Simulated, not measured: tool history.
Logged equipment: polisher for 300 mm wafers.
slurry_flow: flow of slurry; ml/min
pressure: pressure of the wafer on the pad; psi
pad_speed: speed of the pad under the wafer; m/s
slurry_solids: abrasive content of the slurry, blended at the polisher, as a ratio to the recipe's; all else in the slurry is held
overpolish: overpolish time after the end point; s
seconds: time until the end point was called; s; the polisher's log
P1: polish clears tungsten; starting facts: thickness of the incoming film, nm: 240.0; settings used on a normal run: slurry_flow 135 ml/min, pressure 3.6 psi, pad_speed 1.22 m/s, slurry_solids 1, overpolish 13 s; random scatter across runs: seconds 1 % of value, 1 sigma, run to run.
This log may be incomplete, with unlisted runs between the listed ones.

run   hour  slurry_flow  pressure  pad_speed  slurry_solids  overpolish  wafers polished on this pad  hours since the slurry nozzle was cleaned  hours since the head pressure was calibrated  hours since the slurry blender was calibrated  hours since the slurry got fresh peroxide  seconds
  1    8.6          135       3.6       1.22              1          13                          976                                      109.5                                         345.8                                          108.3                                       21.9   46.024
  2   13.4          195       3.6       1.22              1          13                         1021                                      114.3                                         350.6                                          113.1                                       26.7   43.014
  3   18.4          135       3.6       1.22              1          21                         1067                                      119.3                                         355.6                                          118.1                                       31.7   46.182
      23.1  -- worn pad replaced by a new one
  4   26.4          135       3.6       1.56              1          13                           30                                      127.3                                         363.6                                          126.1                                       39.7   35.675
  5   34.4          135       3.6       1.22              1          13                          104                                      135.3                                         371.6                                          134.1                                       47.7   45.343
      39.3  -- slurry blender recalibrated
  6   43.6           80       3.6       1.22              1          13                          188                                      144.5                                         380.8                                            4.3                                       56.9   52.201
  7   50.3          135       4.9       1.22              1          13                          250                                      151.2                                         387.5                                             11                                       63.6   33.065
      55.6  -- slurry nozzle cleaned
  8   56.2          135       3.6       0.88              1          13                          304                                        0.7                                         393.4                                           16.9                                       69.5   63.781
  9   65.3          135       3.6       1.22              1          13                          388                                        9.8                                         402.5                                             26                                       78.6   45.956
 10   70.2          135       3.6       1.22            0.5          13                          433                                       14.7                                         407.4                                           30.9                                       83.5   52.807
 11   78.3          185       3.6       1.22              1           4                          508                                       22.8                                         415.5                                             39                                       91.6   42.784
      78.5  -- head pressure recalibrated
 12   87.5          135       3.6       1.22              1           4                          592                                         32                                             9                                           48.2                                      100.8   46.163
 13   95.6          135       3.6       1.22           1.45          13                          667                                       40.1                                          17.1                                           56.3                                      108.9   41.546
 14  102.8          135       1.6       1.22              1          13                          733                                       47.3                                          24.3                                           63.5                                      116.1   102.36
 15  111.3          135       3.6       1.22              1          13                          812                                       55.8                                          32.8                                             72                                      124.6   44.726
 16    117           80       3.6        1.5              1          13                          864                                       61.5                                          38.5                                           77.7                                      130.3   41.705
 17  123.6          135       3.6       1.22              1          13                          925                                       68.1                                          45.1                                           84.3                                      136.9   45.757
 18  128.5          135       3.6       1.22              1          13                          970                                         73                                            50                                           89.2                                      141.8   45.602

Run 19 comes next. What will it give?
 19  134.5          135       3.6       1.22              1          13                         1025                                         79                                            56                                           95.2                                      147.8        ?

seconds: 47.09 s

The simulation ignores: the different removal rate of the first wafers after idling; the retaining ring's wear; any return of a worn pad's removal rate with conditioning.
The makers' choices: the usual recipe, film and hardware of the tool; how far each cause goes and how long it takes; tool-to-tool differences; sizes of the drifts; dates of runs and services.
